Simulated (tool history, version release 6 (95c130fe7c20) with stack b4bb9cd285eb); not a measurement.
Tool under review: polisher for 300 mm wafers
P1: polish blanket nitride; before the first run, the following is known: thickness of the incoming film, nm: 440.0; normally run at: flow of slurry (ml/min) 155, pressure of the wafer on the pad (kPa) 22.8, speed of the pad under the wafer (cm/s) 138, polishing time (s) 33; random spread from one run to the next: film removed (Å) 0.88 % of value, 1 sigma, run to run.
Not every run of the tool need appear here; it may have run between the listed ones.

run	day	flow of slurry (ml/min)	pressure of the wafer on the pad (kPa)	speed of the pad under the wafer (cm/s)	polishing time (s)	wafers polished on this pad	hours since the slurry nozzle was cleaned	hours since the head pressure was calibrated	film removed (Å)
1	0.221	155	22.8	138	33	323	663.9	270.3	564.71
2	0.342	95	22.8	138	33	356	666.8	273.2	513.86
3	0.458	155	33.8	138	33	388	669.6	276	845.2
4	0.588	195	22.8	138	45	423	672.7	279.1	815.12
# day 0.721: worn pad replaced by a new one
5	0.779	95	22.8	138	42	16	677.3	283.7	650.16
6	0.975	155	22.8	214	33	69	682	288.4	805.75
7	1.158	155	22.8	138	46	119	686.4	292.8	784.11
8	1.296	155	22.8	138	33	156	689.7	296.1	568.61
9	1.425	155	22.8	138	33	191	692.8	299.2	575.04
10	1.546	155	22.8	72	33	224	695.7	302.1	343.94
11	1.688	155	22.8	138	33	262	699.1	305.5	558.71
12	1.883	155	22.8	138	33	315	703.8	310.2	556.2
13	2.058	155	22.8	138	33	362	708	314.4	572.39
14	2.183	155	22.8	138	33	396	711	317.4	566.26
15	2.429	245	22.8	138	33	462	716.9	323.3	604.47
16	2.592	155	22.8	138	17	506	720.8	327.2	290.93
17	2.7	155	10.3	138	33	536	723.4	329.8	259.73
18	2.85	155	22.8	138	33	576	727	333.4	574.24
19	2.958	155	22.8	138	33	606	729.6	336	554.55
20	3.1	155	22.8	138	33	644	733	339.4	526.97
21	3.3	155	22.8	138	33	698	737.8	344.2	528.94
22	3.433	155	22.8	138	33	734	741	347.4	523.14
# day 3.471: worn pad replaced by a new one
23	3.546	155	22.8	138	33	20	743.7	350.1	520.71
24	3.717	155	22.8	138	33	67	747.8	354.2	517.03
25	3.917	155	22.8	138	33	121	752.6	359	522.43

The log shows P1 creeping away from where it was. Any of the 2 causes listed here, at the size stated for it, fits the log just as well as the others:
A: slurry flow missing at the pad, % = 34.9
B: head's pressure below its setpoint, % = 8.45
The gradual shift began around day 2.85.
Why every other cause is out:
removal rate lost through wear of the pad, %: its service at day 3.471 followed the start of the drift and did not put the process back to its old value

Each of the check runs listed below is run on 2 wafers and reports their average, with the results left as question marks. Pick the one under which the possible causes would lead to clearly different results.
check 1	4.117	155	22.8	104	33				?
check 2	4.117	155	13.1	138	23				?
check 3	4.117	95	32.4	138	33				?
check 4	4.117	155	22.8	82	19				?

Predicted outcomes, by check and by cause:
check	result	if A	if B
check 1	film removed (Å)	414.83	414.78
check 2	film removed (Å)	208.74	208.71
check 3	film removed (Å)	637.19	667.93
check 4	film removed (Å)	197.49	197.46
Gap, in per cent, between the two causes that each check separates least, read from the result that separates them most: check 1 0.01 %; check 2 0.01 %; check 3 4.71 %; check 4 0.01 %
Check 3 distinguishes between the causes, while the remaining checks would return nearly the same result for all of them.

Here is what check 3 returned: film removed (Å) 675.03. Which cause is it?

Of the candidate causes, it is B: head's pressure below its setpoint, %.
